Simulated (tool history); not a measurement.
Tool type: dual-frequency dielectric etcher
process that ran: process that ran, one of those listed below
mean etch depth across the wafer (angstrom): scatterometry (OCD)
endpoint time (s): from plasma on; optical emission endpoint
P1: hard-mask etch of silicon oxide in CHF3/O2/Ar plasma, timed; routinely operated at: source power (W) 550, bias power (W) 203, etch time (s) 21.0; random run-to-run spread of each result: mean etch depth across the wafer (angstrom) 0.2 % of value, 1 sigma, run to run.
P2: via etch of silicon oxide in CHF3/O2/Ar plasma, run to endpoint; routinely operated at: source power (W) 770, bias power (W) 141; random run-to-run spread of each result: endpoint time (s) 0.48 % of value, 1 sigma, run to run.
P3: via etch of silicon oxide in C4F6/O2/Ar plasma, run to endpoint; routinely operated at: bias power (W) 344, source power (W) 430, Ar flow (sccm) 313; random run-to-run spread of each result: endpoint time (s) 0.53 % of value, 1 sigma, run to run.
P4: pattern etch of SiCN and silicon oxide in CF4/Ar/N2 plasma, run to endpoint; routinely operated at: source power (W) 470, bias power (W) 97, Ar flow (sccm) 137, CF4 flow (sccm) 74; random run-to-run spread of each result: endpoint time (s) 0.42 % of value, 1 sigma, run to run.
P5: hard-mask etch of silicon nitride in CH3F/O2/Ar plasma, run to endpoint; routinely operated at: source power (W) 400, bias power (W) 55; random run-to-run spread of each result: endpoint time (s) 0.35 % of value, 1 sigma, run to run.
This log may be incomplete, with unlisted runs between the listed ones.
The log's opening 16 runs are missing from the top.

| run | day | process that ran | source power (W) | bias power (W) | etch time (s) | Ar flow (sccm) | CF4 flow (sccm) | hours since the last wet clean | hours since the last source power generator calibration | hours since the last bias power generator calibration | mean etch depth across the wafer (angstrom) | endpoint time (s) |
|---|---|---|---|---|---|---|---|---|---|---|---|---|
| 17 | 7.288 | P4 | 470 | 97 |  | 166 | 74 | 257.6 | 1741.3 | 104.5 |  | 8.9088 |
| 18 | 7.829 | P2 | 770 | 91 |  |  |  | 270.6 | 1754.3 | 117.5 |  | 353.7700 |
| 19 | 8.104 | P3 | 430 | 344 |  | 313 |  | 277.2 | 1760.9 | 124.1 |  | 34.0570 |
| 20 | 8.538 | P1 | 550 | 203 | 21.0 |  |  | 287.6 | 1771.3 | 134.5 | 421.03 |  |
| 21 | 8.967 | P5 | 540 | 55 |  |  |  | 297.9 | 1781.6 | 144.8 |  | 52.4710 |
| 22 | 9.358 | P3 | 430 | 207 |  | 313 |  | 307.3 | 1791.0 | 154.2 |  | 40.6290 |
| 23 | 9.712 | P1 | 340 | 262 | 21.0 |  |  | 315.8 | 1799.5 | 162.7 | 386.46 |  |
| 24 | 10.183 | P4 | 470 | 60 |  | 137 | 74 | 327.1 | 1810.8 | 174.0 |  | 10.2390 |
| 25 | 10.758 | P1 | 550 | 203 | 28.0 |  |  | 340.9 | 1824.6 | 187.8 | 562.20 |  |
| 26 | 11.075 | P1 | 550 | 259 | 21.0 |  |  | 348.5 | 1832.2 | 195.4 | 458.78 |  |

Run 27 has not been measured yet. What should we expect?
| 27 | 11.504 | P1 | 550 | 203 | 21.0 |  |  | 358.8 | 1842.5 | 205.7 | ? |  |

{"run 27": {"mean etch depth across the wafer (angstrom)": 420.74}}
